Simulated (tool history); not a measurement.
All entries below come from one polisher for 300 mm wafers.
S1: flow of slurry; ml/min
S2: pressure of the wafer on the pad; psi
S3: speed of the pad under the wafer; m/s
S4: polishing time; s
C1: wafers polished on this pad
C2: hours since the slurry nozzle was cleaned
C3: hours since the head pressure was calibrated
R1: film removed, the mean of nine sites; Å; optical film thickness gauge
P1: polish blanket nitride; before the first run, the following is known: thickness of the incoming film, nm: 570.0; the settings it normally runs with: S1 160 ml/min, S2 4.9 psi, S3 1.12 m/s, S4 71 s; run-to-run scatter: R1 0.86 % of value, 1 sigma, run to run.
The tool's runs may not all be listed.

run 1 day=0.438 | S1=160 S2=4.9 S3=1.12 S4=71 | C1=366 C2=132.6 C3=765.1 | R1=2045.8
run 2 day=0.917 | S1=200 S2=6.4 S3=1.12 S4=71 | C1=460 C2=144.1 C3=776.6 | R1=2776
run 3 day=1.496 | S1=160 S2=2.2 S3=1.12 S4=71 | C1=574 C2=158 C3=790.5 | R1=913.72
run 4 day=2.175 | S1=160 S2=4.9 S3=1.12 S4=34 | C1=707 C2=174.3 C3=806.8 | R1=976.99
run 5 day=2.704 | S1=160 S2=7.7 S3=1.12 S4=71 | C1=810 C2=187 C3=819.5 | R1=3256.8
run 6 day=3.188 | S1=160 S2=4.9 S3=1.7 S4=71 | C1=905 C2=198.6 C3=831.1 | R1=2840.3
run 7 day=3.525 | S1=95 S2=4.9 S3=1.12 S4=71 | C1=971 C2=206.7 C3=839.2 | R1=1804.5
-- day=4.008 slurry nozzle cleaned
run 8 day=4.117 | S1=160 S2=4.9 S3=1.12 S4=71 | C1=1087 C2=2.7 C3=853.4 | R1=2042
run 9 day=4.471 | S1=160 S2=4.9 S3=1.12 S4=71 | C1=1156 C2=11.2 C3=861.9 | R1=2017.6
run 10 day=5.138 | S1=160 S2=4.9 S3=1.12 S4=71 | C1=1287 C2=27.2 C3=877.9 | R1=2023.2
run 11 day=5.554 | S1=160 S2=4.9 S3=0.72 S4=71 | C1=1368 C2=37.2 C3=887.9 | R1=1445.9
run 12 day=6.067 | S1=160 S2=6.1 S3=0.66 S4=71 | C1=1469 C2=49.5 C3=900.2 | R1=1674.5
run 13 day=6.646 | S1=160 S2=4.9 S3=1.12 S4=112 | C1=1582 C2=63.4 C3=914.1 | R1=3279
run 14 day=7.288 | S1=160 S2=4.9 S3=1.12 S4=71 | C1=1708 C2=78.8 C3=929.5 | R1=2047.3
run 15 day=7.592 | S1=205 S2=4.9 S3=1.12 S4=71 | C1=1767 C2=86.1 C3=936.8 | R1=2124.4
run 16 day=8.204 | S1=160 S2=4.9 S3=1.12 S4=71 | C1=1887 C2=100.8 C3=951.5 | R1=2049.2
run 17 day=8.792 | S1=160 S2=4.9 S3=1.12 S4=71 | C1=2002 C2=114.9 C3=965.6 | R1=1961.1
run 18 day=9.304 | S1=160 S2=4.9 S3=1.12 S4=71 | C1=2103 C2=127.2 C3=977.9 | R1=1910.1
run 19 day=9.838 | S1=160 S2=4.9 S3=1.12 S4=71 | C1=2207 C2=140 C3=990.7 | R1=1914.2
run 20 day=10.412 | S1=160 S2=4.9 S3=1.12 S4=71 | C1=2320 C2=153.8 C3=1004.5 | R1=1850.8
run 21 day=10.888 | S1=160 S2=4.9 S3=1.12 S4=71 | C1=2413 C2=165.2 C3=1015.9 | R1=1855.6
-- day=10.929 worn pad replaced by a new one
run 22 day=11.467 | S1=160 S2=4.9 S3=1.12 S4=71 | C1=105 C2=179.1 C3=1029.8 | R1=1853

Run 23, settings as shown, results not yet in. Your forecast:
run 23 day=11.958 | S1=160 S2=4.9 S3=1.12 S4=71 | C1=201 C2=190.9 C3=1041.6 | R1=?

Run 23 gave R1 1854.5 Å.

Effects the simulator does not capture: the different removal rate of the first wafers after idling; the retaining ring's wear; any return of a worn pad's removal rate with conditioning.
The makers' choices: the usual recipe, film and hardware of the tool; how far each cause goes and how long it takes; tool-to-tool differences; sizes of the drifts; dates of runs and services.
